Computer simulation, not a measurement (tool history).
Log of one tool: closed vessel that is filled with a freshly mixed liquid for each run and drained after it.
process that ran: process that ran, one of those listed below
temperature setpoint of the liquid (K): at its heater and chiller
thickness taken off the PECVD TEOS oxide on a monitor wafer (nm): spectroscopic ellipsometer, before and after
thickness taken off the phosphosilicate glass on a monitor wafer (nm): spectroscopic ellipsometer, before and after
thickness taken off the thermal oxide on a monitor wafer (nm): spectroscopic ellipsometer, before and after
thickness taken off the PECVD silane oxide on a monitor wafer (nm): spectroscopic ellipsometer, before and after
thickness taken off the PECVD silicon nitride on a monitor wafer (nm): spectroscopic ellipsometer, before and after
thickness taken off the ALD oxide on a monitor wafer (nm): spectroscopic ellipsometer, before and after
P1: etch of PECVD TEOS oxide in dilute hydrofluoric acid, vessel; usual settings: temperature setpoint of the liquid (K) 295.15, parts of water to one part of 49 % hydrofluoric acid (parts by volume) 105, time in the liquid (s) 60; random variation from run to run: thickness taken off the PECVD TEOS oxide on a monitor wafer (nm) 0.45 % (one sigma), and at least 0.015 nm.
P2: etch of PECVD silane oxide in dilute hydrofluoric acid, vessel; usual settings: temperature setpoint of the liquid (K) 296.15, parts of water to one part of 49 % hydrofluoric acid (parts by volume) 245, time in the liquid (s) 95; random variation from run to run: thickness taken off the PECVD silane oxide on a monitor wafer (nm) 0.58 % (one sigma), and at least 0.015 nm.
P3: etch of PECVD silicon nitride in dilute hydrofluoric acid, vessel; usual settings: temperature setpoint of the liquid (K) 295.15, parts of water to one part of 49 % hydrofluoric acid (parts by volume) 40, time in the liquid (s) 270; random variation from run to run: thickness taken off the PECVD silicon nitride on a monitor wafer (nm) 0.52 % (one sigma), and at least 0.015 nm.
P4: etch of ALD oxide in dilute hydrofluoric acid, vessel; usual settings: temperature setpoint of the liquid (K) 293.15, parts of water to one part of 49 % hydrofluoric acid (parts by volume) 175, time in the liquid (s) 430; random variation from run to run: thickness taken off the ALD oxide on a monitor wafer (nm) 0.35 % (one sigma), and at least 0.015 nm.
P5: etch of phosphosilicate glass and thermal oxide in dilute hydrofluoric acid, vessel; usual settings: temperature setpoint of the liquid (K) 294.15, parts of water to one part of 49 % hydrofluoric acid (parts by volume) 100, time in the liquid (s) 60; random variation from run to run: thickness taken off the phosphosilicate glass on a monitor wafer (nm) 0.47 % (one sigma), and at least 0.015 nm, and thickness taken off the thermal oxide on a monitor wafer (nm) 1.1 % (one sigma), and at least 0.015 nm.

run	day	process that ran	temperature setpoint of the liquid (K)	parts of water to one part of 49 % hydrofluoric acid (parts by volume)	time in the liquid (s)	hours since the thermometer was replaced	hours since the hydrofluoric acid flow meter was replaced	thickness taken off the PECVD TEOS oxide on a monitor wafer (nm)	thickness taken off the phosphosilicate glass on a monitor wafer (nm)	thickness taken off the thermal oxide on a monitor wafer (nm)	thickness taken off the PECVD silane oxide on a monitor wafer (nm)	thickness taken off the PECVD silicon nitride on a monitor wafer (nm)	thickness taken off the ALD oxide on a monitor wafer (nm)
1	0.229	P1	295.15	105	60	832.7	968.3	9.6445					
2	0.438	P5	294.15	100	60	837.7	973.3		47.862	2.3923			
3	0.742	P2	296.15	245	95	845	980.6				15.33		
4	1.012	P3	295.15	20	270	851.5	987.1					36.482	
5	1.3	P4	290.15	175	430	858.4	994						42.308
6	1.442	P1	299.15	50	60	861.8	997.4	25.543					
7	1.712	P4	293.15	175	430	868.3	1003.9						48.107
8	1.983	P2	296.15	355	95	874.8	1010.4				9.4938		
9	2.162	P3	295.15	40	270	879.1	1014.7					18.589	
10	2.412	P5	294.15	100	60	885.1	1020.7		48.018	2.3324			
11	2.642	P2	296.15	245	180	890.6	1026.2				28.968		
12	2.796	P1	295.15	105	60	894.3	1029.9	9.6695					
13	2.962	P1	295.15	105	60	898.3	1033.9	9.7408					
14	3.196	P1	295.15	105	60	903.9	1039.5	9.6423					
15	3.342	P4	293.15	265	430	907.4	1043						29.238
16	3.483	P1	291.15	155	60	910.8	1046.4	5.3334					
17	3.708	P4	293.15	175	820	916.2	1051.8						91.595
18	3.867	P5	290.15	100	60	920	1055.6		40.425	2.0115			
19	4.058	P1	295.15	105	30	924.6	1060.2	4.8777					
20	4.317	P1	299.15	105	60	930.8	1066.4	11.408					
21	4.458	P1	295.15	105	110	934.2	1069.8	17.858					
22	4.746	P1	295.15	105	60	941.1	1076.7	9.6825					
23	5.058	P3	295.15	40	270	948.6	1084.2					18.607	
24	5.371	P5	294.15	145	60	956.1	1091.7		31.638	1.5553			
25	5.638	P1	295.15	105	60	962.5	1098.1	9.7125					
26	5.833	P1	295.15	55	90	967.2	1102.8	29.424					
27	6.112	P1	290.15	105	60	973.9	1109.5	7.8108					
28	6.329	P3	295.15	40	470	979.1	1114.7					32.539	
29	6.521	P5	294.15	100	30	983.7	1119.3		24.019	1.2244			
30	6.821	P3	290.15	40	270	990.9	1126.5					13.167	
31	7.108	P1	295.15	35	60	997.8	1133.4	31.579					
32	7.25	P2	290.15	245	95	1001.2	1136.8				12.133		
33	7.467	P4	293.15	175	430	1006.4	1142						47.963
34	7.771	P1	295.15	105	60	1013.7	1149.3	9.6734					
35	7.954	P1	295.15	185	60	1018.1	1153.7	5.0014					
36	8.204	P1	295.15	105	60	1024.1	1159.7	9.6014					
37	8.358	P1	295.15	105	60	1027.8	1163.4	9.9807					
38	8.517	P1	295.15	105	60	1031.6	1167.2	10.067					
39	8.683	P1	295.15	105	60	1035.6	1171.2	10.097					
40	8.838	P1	295.15	105	60	1039.3	1174.9	10.185					
41	9.096	P1	295.15	105	60	1045.5	1181.1	10.318					
42	9.312	P1	295.15	105	60	1050.7	1186.3	10.315					
43	9.479	P1	295.15	105	60	1054.7	1190.3	10.367					

What P1 gives has crept away from where it was. These 2 causes fit the log equally well, each at the size given:
A: liquid hotter than its thermometer reads (K) = 1.47
B: hydrofluoric acid flow above the setpoint (%) = 5.38
The creep began at about day 8.204.

4 check runs are offered, one wafer each, their results left as question marks. Which one tells the causes apart?
check 1	9.646	P3	292.15	40	400							?	
check 2	9.646	P4	290.15	255	430								?
check 3	9.646	P5	290.15	100	60				?	?			
check 4	9.646	P2	290.15	345	95						?		

What each check would give under each cause:
check	result	if A	if B
check 1	thickness taken off the PECVD silicon nitride on a monitor wafer (nm)	24.961	23.693
check 2	thickness taken off the ALD oxide on a monitor wafer (nm)	28.833	29.044
check 3	thickness taken off the phosphosilicate glass on a monitor wafer (nm)	43.074	42.91
check 3	thickness taken off the thermal oxide on a monitor wafer (nm)	2.156	2.1477
check 4	thickness taken off the PECVD silane oxide on a monitor wafer (nm)	8.3969	8.5045
How far apart the two closest causes lie, in the result that separates them most: check 1 5.21 %; check 2 0.73 %; check 3 0.38 %; check 4 1.27 %
Only check 1 tells the causes apart: in the others they would give nearly the same result.

Then check 1 was run and gave: thickness taken off the PECVD silicon nitride on a monitor wafer (nm) 24.964. Which cause is it?

It is A: liquid hotter than its thermometer reads (K).
